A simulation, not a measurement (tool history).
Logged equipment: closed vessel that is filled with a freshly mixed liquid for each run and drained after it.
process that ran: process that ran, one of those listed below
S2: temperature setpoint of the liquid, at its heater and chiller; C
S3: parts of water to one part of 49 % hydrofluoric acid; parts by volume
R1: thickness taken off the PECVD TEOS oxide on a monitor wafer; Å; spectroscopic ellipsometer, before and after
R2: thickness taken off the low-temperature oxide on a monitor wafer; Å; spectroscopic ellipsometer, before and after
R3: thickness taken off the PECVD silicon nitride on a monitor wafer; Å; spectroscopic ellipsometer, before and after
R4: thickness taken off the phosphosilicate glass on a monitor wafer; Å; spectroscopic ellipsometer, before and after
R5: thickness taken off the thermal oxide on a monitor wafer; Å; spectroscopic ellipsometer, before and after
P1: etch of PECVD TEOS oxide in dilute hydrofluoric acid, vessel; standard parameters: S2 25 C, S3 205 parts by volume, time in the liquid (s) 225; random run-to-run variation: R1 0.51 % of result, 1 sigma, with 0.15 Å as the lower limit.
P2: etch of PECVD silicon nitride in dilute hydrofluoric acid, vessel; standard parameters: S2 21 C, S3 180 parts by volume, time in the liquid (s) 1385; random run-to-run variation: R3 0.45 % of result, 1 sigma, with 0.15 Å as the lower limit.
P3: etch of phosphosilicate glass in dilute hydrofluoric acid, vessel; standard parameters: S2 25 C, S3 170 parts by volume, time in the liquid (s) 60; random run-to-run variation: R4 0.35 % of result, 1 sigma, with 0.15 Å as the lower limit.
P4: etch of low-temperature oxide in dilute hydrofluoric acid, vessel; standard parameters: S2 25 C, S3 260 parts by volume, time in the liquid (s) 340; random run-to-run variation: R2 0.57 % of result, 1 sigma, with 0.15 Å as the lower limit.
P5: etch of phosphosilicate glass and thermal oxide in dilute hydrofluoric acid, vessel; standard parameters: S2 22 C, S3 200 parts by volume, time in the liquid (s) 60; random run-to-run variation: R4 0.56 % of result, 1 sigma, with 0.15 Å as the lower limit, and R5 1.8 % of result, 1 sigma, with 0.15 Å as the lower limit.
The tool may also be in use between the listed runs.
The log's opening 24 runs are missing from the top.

{"run": 25, "day": 6.967, "process that ran": "P5", "S2": 17, "S3": 200, "time in the liquid (s)": 60, "R4": 180.54, "R5": 9.5111}
{"run": 26, "day": 7.258, "process that ran": "P2", "S2": 21, "S3": 255, "time in the liquid (s)": 1385, "R3": 130.8}
{"run": 27, "day": 7.529, "process that ran": "P1", "S2": 25, "S3": 205, "time in the liquid (s)": 225, "R1": 83.694}
{"run": 28, "day": 7.746, "process that ran": "P2", "S2": 21, "S3": 180, "time in the liquid (s)": 1385, "R3": 184.13}
{"run": 29, "day": 8.033, "process that ran": "P1", "S2": 25, "S3": 205, "time in the liquid (s)": 225, "R1": 82.686}
{"run": 30, "day": 8.308, "process that ran": "P1", "S2": 25, "S3": 40, "time in the liquid (s)": 225, "R1": 525.73}
{"run": 31, "day": 8.517, "process that ran": "P4", "S2": 25, "S3": 55, "time in the liquid (s)": 340, "R2": 1877.8}
{"run": 32, "day": 8.808, "process that ran": "P1", "S2": 25, "S3": 285, "time in the liquid (s)": 225, "R1": 55.016}
{"run": 33, "day": 9.025, "process that ran": "P1", "S2": 25, "S3": 205, "time in the liquid (s)": 225, "R1": 83.744}
{"run": 34, "day": 9.421, "process that ran": "P1", "S2": 25, "S3": 205, "time in the liquid (s)": 225, "R1": 81.602}
{"run": 35, "day": 9.721, "process that ran": "P1", "S2": 25, "S3": 205, "time in the liquid (s)": 225, "R1": 79.362}
{"run": 36, "day": 9.904, "process that ran": "P1", "S2": 25, "S3": 205, "time in the liquid (s)": 225, "R1": 78.648}
{"run": 37, "day": 10.225, "process that ran": "P1", "S2": 25, "S3": 205, "time in the liquid (s)": 225, "R1": 78.378}
{"run": 38, "day": 10.579, "process that ran": "P1", "S2": 25, "S3": 205, "time in the liquid (s)": 225, "R1": 77.577}

Run 39 is up next; what results do you expect?
{"run": 39, "day": 10.85, "process that ran": "P1", "S2": 25, "S3": 205, "time in the liquid (s)": 225, "R1": "?"}

R1: 77.173 Å
